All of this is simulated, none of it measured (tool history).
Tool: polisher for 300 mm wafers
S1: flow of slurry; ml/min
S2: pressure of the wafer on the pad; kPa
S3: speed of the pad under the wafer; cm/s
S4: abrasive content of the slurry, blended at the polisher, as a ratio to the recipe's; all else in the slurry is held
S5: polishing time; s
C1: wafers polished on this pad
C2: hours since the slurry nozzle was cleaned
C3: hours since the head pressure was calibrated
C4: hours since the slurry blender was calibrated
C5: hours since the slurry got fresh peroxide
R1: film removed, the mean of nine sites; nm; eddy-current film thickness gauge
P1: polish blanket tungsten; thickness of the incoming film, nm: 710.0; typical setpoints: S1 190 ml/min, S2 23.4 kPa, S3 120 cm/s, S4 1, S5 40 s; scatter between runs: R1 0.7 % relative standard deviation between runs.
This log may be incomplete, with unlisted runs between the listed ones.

run	hour	S1	S2	S3	S4	S5	C1	C2	C3	C4	C5	R1
1	7.1	190	23.4	120	1	40	835	158.7	541.3	151.7	89.3	199.69
2	18.2	190	11.7	120	1	40	956	169.8	552.4	162.8	100.4	99.12
3	24.5	295	23.4	120	1	40	1024	176.1	558.7	169.1	106.7	212.58
4	31.9	190	23.4	120	1	40	1104	183.5	566.1	176.5	114.1	202.44
5	41.4	130	23.4	120	1	40	1207	193	575.6	186	123.6	188.07
6	48.1	115	23.4	180	1	40	1279	199.7	582.3	192.7	130.3	274.86
7	58.4	190	23.4	120	1	40	1391	210	592.6	203	140.6	198.4
8	64.4	190	23.4	120	1	40	1456	216	598.6	209	146.6	202.14
9	73.3	190	23.4	74	1	40	1552	224.9	607.5	217.9	155.5	122.62
10	79	190	23.4	120	1	54	1614	230.6	613.2	223.6	161.2	270.81
11	87.2	190	23.4	120	1	40	1702	238.8	621.4	231.8	169.4	201.52
12	93.1	190	23.4	120	1	40	1766	244.7	627.3	237.7	175.3	198
# hour 93.4: slurry tank refilled with fresh slurry and peroxide
13	99.3	190	23.4	120	0.65	40	1833	250.9	633.5	243.9	6	180.39
14	109.5	190	23.4	120	1	29	1944	261.1	643.7	254.1	16.2	146.32
15	117.3	190	23.4	172	1	40	2028	268.9	651.5	261.9	24	286.32
16	123.1	190	23.4	120	1	40	2091	274.7	657.3	267.7	29.8	199.02

For run 17, what comes out?
17	132.1	190	31.7	120	1	40	2189	283.7	666.3	276.7	38.8	?

For run 17 the tool returned R1 270.44 nm.

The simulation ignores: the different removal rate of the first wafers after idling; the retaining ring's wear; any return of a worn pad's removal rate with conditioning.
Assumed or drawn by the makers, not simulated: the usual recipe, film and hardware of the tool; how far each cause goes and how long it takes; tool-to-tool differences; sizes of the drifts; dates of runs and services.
